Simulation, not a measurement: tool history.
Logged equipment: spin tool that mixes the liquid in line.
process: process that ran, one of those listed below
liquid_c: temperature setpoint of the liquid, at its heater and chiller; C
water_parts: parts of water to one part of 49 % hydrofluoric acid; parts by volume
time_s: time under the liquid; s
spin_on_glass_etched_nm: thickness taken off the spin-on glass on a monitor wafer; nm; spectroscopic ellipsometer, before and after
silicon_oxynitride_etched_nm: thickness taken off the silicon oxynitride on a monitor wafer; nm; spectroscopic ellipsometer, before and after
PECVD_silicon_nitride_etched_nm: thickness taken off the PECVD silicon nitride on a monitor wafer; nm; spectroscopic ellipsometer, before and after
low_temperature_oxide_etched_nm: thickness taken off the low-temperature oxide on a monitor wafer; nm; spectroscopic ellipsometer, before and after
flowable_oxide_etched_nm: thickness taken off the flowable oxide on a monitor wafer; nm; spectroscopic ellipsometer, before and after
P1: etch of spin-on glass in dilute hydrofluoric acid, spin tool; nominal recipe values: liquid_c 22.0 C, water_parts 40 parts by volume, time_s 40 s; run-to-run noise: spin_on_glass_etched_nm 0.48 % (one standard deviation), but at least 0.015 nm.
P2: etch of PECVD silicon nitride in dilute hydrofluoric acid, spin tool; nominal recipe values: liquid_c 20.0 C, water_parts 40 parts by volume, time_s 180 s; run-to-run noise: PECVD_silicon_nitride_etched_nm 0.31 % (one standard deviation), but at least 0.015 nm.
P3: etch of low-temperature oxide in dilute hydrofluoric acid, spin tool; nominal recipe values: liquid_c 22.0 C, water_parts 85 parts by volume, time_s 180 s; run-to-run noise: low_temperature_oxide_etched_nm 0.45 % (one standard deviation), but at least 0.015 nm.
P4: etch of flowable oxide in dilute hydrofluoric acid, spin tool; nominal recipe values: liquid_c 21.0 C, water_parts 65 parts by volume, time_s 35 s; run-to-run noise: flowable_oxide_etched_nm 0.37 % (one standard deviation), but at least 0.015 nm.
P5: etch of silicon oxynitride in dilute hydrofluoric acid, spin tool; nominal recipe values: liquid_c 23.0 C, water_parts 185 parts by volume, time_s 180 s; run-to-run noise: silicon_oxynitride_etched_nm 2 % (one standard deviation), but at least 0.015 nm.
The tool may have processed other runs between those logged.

| run | hour | process | liquid_c | water_parts | time_s | hours since the thermometer was replaced | hours since the hydrofluoric acid flow meter was replaced | spin_on_glass_etched_nm | silicon_oxynitride_etched_nm | PECVD_silicon_nitride_etched_nm | low_temperature_oxide_etched_nm | flowable_oxide_etched_nm |
|---|---|---|---|---|---|---|---|---|---|---|---|---|
| 1 | 4.8 | P1 | 22.0 | 40 | 40 | 998.7 | 407.2 | 40.571 |  |  |  |  |
| 2 | 7.2 | P5 | 23.0 | 185 | 180 | 1001.1 | 409.6 |  | 1.2815 |  |  |  |
| 3 | 11.4 | P2 | 20.0 | 40 | 50 | 1005.3 | 413.8 |  |  | 2.6720 |  |  |
| 4 | 15.6 | P1 | 22.0 | 40 | 65 | 1009.5 | 418.0 | 66.155 |  |  |  |  |
| 5 | 19.6 | P1 | 22.0 | 40 | 40 | 1013.5 | 422.0 | 40.906 |  |  |  |  |
| 6 | 24.2 | P3 | 22.0 | 85 | 180 | 1018.1 | 426.6 |  |  |  | 26.6950 |  |
| 7 | 27.8 | P1 | 22.0 | 20 | 40 | 1021.7 | 430.2 | 84.269 |  |  |  |  |
| 8 | 30.5 | P2 | 20.0 | 40 | 180 | 1024.4 | 432.9 |  |  | 9.5495 |  |  |
|  | 30.9 | hydrofluoric acid flow meter replaced |
| 9 | 33.9 | P4 | 21.0 | 65 | 35 | 1027.8 | 3.1 |  |  |  |  | 10.270 |
| 10 | 36.4 | P1 | 22.0 | 55 | 40 | 1030.3 | 5.6 | 29.208 |  |  |  |  |
| 11 | 39.4 | P1 | 17.0 | 40 | 40 | 1033.3 | 8.6 | 33.043 |  |  |  |  |
| 12 | 41.9 | P2 | 20.0 | 55 | 180 | 1035.8 | 11.1 |  |  | 6.9722 |  |  |
| 13 | 46.5 | P1 | 22.0 | 40 | 40 | 1040.4 | 15.7 | 41.232 |  |  |  |  |
| 14 | 49.0 | P3 | 22.0 | 85 | 15 | 1042.9 | 18.2 |  |  |  | 2.2267 |  |
| 15 | 51.4 | P1 | 18.5 | 70 | 40 | 1045.3 | 20.6 | 19.425 |  |  |  |  |
| 16 | 55.7 | P4 | 21.0 | 65 | 55 | 1049.6 | 24.9 |  |  |  |  | 16.065 |
| 17 | 57.8 | P3 | 22.0 | 20 | 180 | 1051.7 | 27.0 |  |  |  | 123.4000 |  |
| 18 | 62.0 | P2 | 17.0 | 40 | 180 | 1055.9 | 31.2 |  |  | 7.7074 |  |  |
| 19 | 66.4 | P1 | 18.0 | 40 | 15 | 1060.3 | 35.6 | 12.912 |  |  |  |  |
| 20 | 69.8 | P1 | 22.0 | 40 | 15 | 1063.7 | 39.0 | 15.490 |  |  |  |  |
| 21 | 74.2 | P1 | 30.0 | 40 | 40 | 1068.1 | 43.4 | 56.526 |  |  |  |  |
| 22 | 76.7 | P5 | 23.0 | 185 | 325 | 1070.6 | 45.9 |  | 2.1908 |  |  |  |
| 23 | 79.6 | P3 | 17.0 | 85 | 180 | 1073.5 | 48.8 |  |  |  | 21.6180 |  |
| 24 | 82.1 | P5 | 23.0 | 115 | 180 | 1076.0 | 51.3 |  | 2.1227 |  |  |  |
| 25 | 85.4 | P5 | 28.5 | 185 | 180 | 1079.3 | 54.6 |  | 1.6021 |  |  |  |
| 26 | 87.9 | P3 | 22.0 | 85 | 180 | 1081.8 | 57.1 |  |  |  | 26.6860 |  |
| 27 | 91.4 | P4 | 21.0 | 25 | 35 | 1085.3 | 60.6 |  |  |  |  | 28.008 |
| 28 | 94.3 | P5 | 23.0 | 185 | 180 | 1088.2 | 63.5 |  | 1.2522 |  |  |  |
| 29 | 96.6 | P1 | 22.0 | 40 | 40 | 1090.5 | 65.8 | 40.997 |  |  |  |  |
| 30 | 99.6 | P1 | 22.0 | 40 | 40 | 1093.5 | 68.8 | 41.265 |  |  |  |  |
| 31 | 101.8 | P4 | 29.0 | 65 | 35 | 1095.7 | 71.0 |  |  |  |  | 14.196 |
| 32 | 106.1 | P1 | 22.0 | 40 | 40 | 1100.0 | 75.3 | 41.115 |  |  |  |  |
| 33 | 110.2 | P1 | 22.0 | 40 | 40 | 1104.1 | 79.4 | 39.174 |  |  |  |  |
| 34 | 114.8 | P1 | 22.0 | 40 | 40 | 1108.7 | 84.0 | 38.077 |  |  |  |  |
| 35 | 118.3 | P1 | 22.0 | 40 | 40 | 1112.2 | 87.5 | 37.996 |  |  |  |  |
| 36 | 122.8 | P1 | 22.0 | 40 | 40 | 1116.7 | 92.0 | 37.504 |  |  |  |  |

Estimate the outcome of run 37 from the log above:
| 37 | 127.4 | P1 | 22.0 | 40 | 40 | 1121.3 | 96.6 | ? |  |  |  |  |

Run 37 yielded spin_on_glass_etched_nm 37.261 nm.
